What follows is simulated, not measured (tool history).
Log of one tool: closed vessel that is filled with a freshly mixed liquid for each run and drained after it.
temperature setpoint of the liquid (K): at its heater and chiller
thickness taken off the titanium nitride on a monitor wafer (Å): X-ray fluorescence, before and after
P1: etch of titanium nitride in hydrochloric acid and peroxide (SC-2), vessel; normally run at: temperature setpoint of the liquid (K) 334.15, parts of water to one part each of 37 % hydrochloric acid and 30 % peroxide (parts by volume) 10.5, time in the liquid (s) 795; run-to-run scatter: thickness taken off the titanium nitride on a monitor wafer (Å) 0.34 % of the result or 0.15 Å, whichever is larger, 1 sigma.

run	hour	temperature setpoint of the liquid (K)	parts of water to one part each of 37 % hydrochloric acid and 30 % peroxide (parts by volume)	time in the liquid (s)	thickness taken off the titanium nitride on a monitor wafer (Å)
1	10.6	334.15	10.5	795	426.75
2	16.5	345.15	16.5	795	557.18
3	24.2	334.15	10.5	795	428.27
4	32.4	334.15	10.5	795	426.62
5	42.4	342.15	10.5	795	696.09
6	52.7	334.15	10.5	275	147.88
7	60.3	334.15	18.5	795	259.38
8	69.3	334.15	4.0	795	885.74
9	76.4	334.15	10.5	795	425.55
10	86.7	334.15	10.5	795	428.91
11	94.5	334.15	10.5	795	424.83
12	100.4	334.15	10.5	1400	754.48
13	107.0	322.65	10.5	795	202.52
14	114.6	334.15	10.5	795	423.43
15	124.0	334.15	4.0	155	174.23
16	134.8	334.15	10.5	795	425.67
17	139.6	334.15	10.5	795	435.63
18	147.1	334.15	10.5	795	446.72
19	151.9	334.15	10.5	795	449.78
20	159.6	334.15	10.5	795	453.37
21	169.9	334.15	10.5	795	458.94
22	175.5	334.15	10.5	795	460.02

Run 23 comes next. What will it give?
23	186.4	334.15	10.5	795	?

thickness taken off the titanium nitride on a monitor wafer (Å): 462.28
